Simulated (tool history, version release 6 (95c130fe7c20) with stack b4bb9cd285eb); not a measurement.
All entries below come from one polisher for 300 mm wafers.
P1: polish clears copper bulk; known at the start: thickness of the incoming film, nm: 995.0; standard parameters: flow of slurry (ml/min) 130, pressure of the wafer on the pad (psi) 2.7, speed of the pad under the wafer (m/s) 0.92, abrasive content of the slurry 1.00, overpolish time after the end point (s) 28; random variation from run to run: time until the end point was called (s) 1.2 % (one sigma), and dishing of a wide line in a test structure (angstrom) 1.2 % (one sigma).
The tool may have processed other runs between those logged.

| run | day | flow of slurry (ml/min) | pressure of the wafer on the pad (psi) | speed of the pad under the wafer (m/s) | abrasive content of the slurry | overpolish time after the end point (s) | wafers polished on this pad | hours since the slurry nozzle was cleaned | hours since the head pressure was calibrated | hours since the slurry blender was calibrated | time until the end point was called (s) | dishing of a wide line in a test structure (angstrom) |
|---|---|---|---|---|---|---|---|---|---|---|---|---|
| 1 | 0.512 | 130 | 2.7 | 0.92 | 1.00 | 28 | 591 | 182.4 | 110.8 | 70.3 | 104.370 | 1123.00 |
| 2 | 0.788 | 130 | 2.7 | 0.92 | 1.30 | 28 | 663 | 189.0 | 117.4 | 76.9 | 99.810 | 1140.20 |
| 3 | 1.196 | 130 | 4.1 | 0.92 | 1.00 | 28 | 769 | 198.8 | 127.2 | 86.7 | 69.589 | 1461.70 |
| 4 | 1.500 | 180 | 2.7 | 0.92 | 1.00 | 28 | 848 | 206.1 | 134.5 | 94.0 | 98.418 | 1158.50 |
| 5 | 1.892 | 130 | 2.7 | 1.32 | 1.00 | 28 | 949 | 215.5 | 143.9 | 103.4 | 74.020 | 1304.10 |
| 6 | 2.300 | 130 | 2.7 | 0.92 | 1.00 | 28 | 1055 | 225.3 | 153.7 | 113.2 | 106.510 | 1105.40 |
| 7 | 2.808 | 130 | 2.7 | 0.92 | 1.00 | 42 | 1188 | 237.5 | 165.9 | 125.4 | 105.820 | 1322.70 |
| 8 | 3.050 | 80 | 2.7 | 0.92 | 1.00 | 28 | 1250 | 243.3 | 171.7 | 131.2 | 118.640 | 1036.40 |
| 9 | 3.404 | 130 | 2.7 | 0.92 | 1.00 | 13 | 1342 | 251.8 | 180.2 | 139.7 | 105.730 | 686.69 |
| 10 | 3.742 | 130 | 2.7 | 0.92 | 1.00 | 28 | 1430 | 259.9 | 188.3 | 147.8 | 105.970 | 1117.40 |
| 11 | 4.108 | 130 | 2.7 | 0.62 | 1.00 | 28 | 1525 | 268.7 | 197.1 | 156.6 | 153.710 | 902.72 |
| 12 | 4.508 | 130 | 2.7 | 0.92 | 1.00 | 28 | 1629 | 278.3 | 206.7 | 166.2 | 104.320 | 1134.30 |
| 13 | 4.962 | 130 | 2.7 | 0.92 | 1.00 | 28 | 1747 | 289.2 | 217.6 | 177.1 | 105.740 | 1098.20 |
| 14 | 5.325 | 130 | 2.7 | 0.92 | 1.00 | 28 | 1841 | 297.9 | 226.3 | 185.8 | 105.820 | 1125.90 |
| 15 | 5.600 | 130 | 2.7 | 0.92 | 0.70 | 28 | 1913 | 304.5 | 232.9 | 192.4 | 111.310 | 1059.80 |
| 16 | 5.992 | 130 | 1.3 | 0.92 | 1.00 | 28 | 2015 | 313.9 | 242.3 | 201.8 | 218.590 | 636.03 |
| 17 | 6.233 | 130 | 2.7 | 0.92 | 1.00 | 28 | 2077 | 319.7 | 248.1 | 207.6 | 105.230 | 1107.90 |
| 18 | 6.617 | 90 | 2.7 | 0.92 | 1.35 | 28 | 2177 | 328.9 | 257.3 | 216.8 | 106.360 | 1101.40 |
| 19 | 7.125 | 130 | 2.7 | 0.92 | 1.00 | 28 | 2309 | 341.1 | 269.5 | 229.0 | 107.830 | 1088.70 |
| 20 | 7.462 | 130 | 2.7 | 0.92 | 1.00 | 28 | 2397 | 349.2 | 277.6 | 237.1 | 105.530 | 1103.40 |
| 21 | 7.696 | 130 | 2.7 | 0.92 | 1.00 | 28 | 2457 | 354.8 | 283.2 | 242.7 | 110.530 | 1107.00 |
| 22 | 8.104 | 130 | 2.7 | 0.92 | 1.00 | 28 | 2563 | 364.6 | 293.0 | 252.5 | 110.190 | 1080.80 |
| 23 | 8.554 | 130 | 2.7 | 0.92 | 1.00 | 28 | 2680 | 375.4 | 303.8 | 263.3 | 111.840 | 1062.10 |
| 24 | 8.879 | 130 | 2.7 | 0.92 | 1.00 | 28 | 2765 | 383.2 | 311.6 | 271.1 | 113.020 | 1073.70 |
|  | 9.083 | slurry blender recalibrated |
| 25 | 9.217 | 130 | 2.7 | 0.92 | 1.00 | 28 | 2852 | 391.3 | 319.7 | 3.3 | 114.820 | 1082.00 |
| 26 | 9.658 | 130 | 2.7 | 0.92 | 1.00 | 28 | 2967 | 401.9 | 330.3 | 13.9 | 116.450 | 1069.10 |
|  | 10.033 | head pressure recalibrated |
| 27 | 10.046 | 130 | 2.7 | 0.92 | 1.00 | 28 | 3068 | 411.2 | 0.4 | 23.2 | 119.150 | 1066.20 |
| 28 | 10.408 | 130 | 2.7 | 0.92 | 1.00 | 28 | 3162 | 419.9 | 9.1 | 31.9 | 115.970 | 1037.80 |
| 29 | 10.750 | 130 | 2.7 | 0.92 | 1.00 | 28 | 3251 | 428.1 | 17.3 | 40.1 | 118.450 | 1071.90 |
| 30 | 11.096 | 130 | 2.7 | 0.92 | 1.00 | 28 | 3341 | 436.4 | 25.6 | 48.4 | 117.850 | 1034.60 |

P1 has crept away from where it was. The log is fitted equally well by each of these 2 causes, at the sizes shown:
A: removal rate lost through wear of the pad, % = 10.1
B: slurry flow missing at the pad, % = 35.5
The creep began at about day 7.125.
Every other cause this tool's parts could produce, and why it does not fit the log:
head's pressure below its setpoint, %: maintenance at day 10.033, after the shift began, did not return the process to its former output
abrasive missing from the slurry, %: maintenance at day 9.083, after the shift began, did not return the process to its former output

The list below offers 4 check runs, each averaging the results of 5 wafers, and shows each result as a question mark. For which of them would the listed causes give clearly different results?
| check 1 | 11.442 | 130 | 2.1 | 0.70 | 1.00 | 28 |  |  |  |  | ? | ? |
| check 2 | 11.442 | 130 | 2.7 | 0.92 | 1.00 | 15 |  |  |  |  | ? | ? |
| check 3 | 11.442 | 90 | 2.7 | 0.92 | 1.00 | 28 |  |  |  |  | ? | ? |
| check 4 | 11.442 | 130 | 3.8 | 0.92 | 1.00 | 28 |  |  |  |  | ? | ? |

If the cause were each of the candidates in turn, the checks would give the following:
| check | result | if A | if B |
|---|---|---|---|
| check 1 | time until the end point was called (s) | 197.700 | 197.600 |
| check 1 | dishing of a wide line in a test structure (angstrom) | 743.09 | 743.32 |
| check 2 | time until the end point was called (s) | 116.990 | 116.940 |
| check 2 | dishing of a wide line in a test structure (angstrom) | 715.86 | 716.10 |
| check 3 | time until the end point was called (s) | 127.500 | 132.570 |
| check 3 | dishing of a wide line in a test structure (angstrom) | 1011.10 | 989.11 |
| check 4 | time until the end point was called (s) | 83.128 | 83.088 |
| check 4 | dishing of a wide line in a test structure (angstrom) | 1330.80 | 1331.10 |
Distance between the nearest two causes, measured in the result of the check that separates them most: check 1 0.05 %; check 2 0.05 %; check 3 3.9 %; check 4 0.05 %
The other checks would show nearly matching results whichever cause is true, so check 3 is the only one that separates the causes.

After running check 3, the following was obtained: time until the end point was called (s) 133.220; dishing of a wide line in a test structure (angstrom) 983.06. Which cause does this point to?

B is the cause: slurry flow missing at the pad, %.
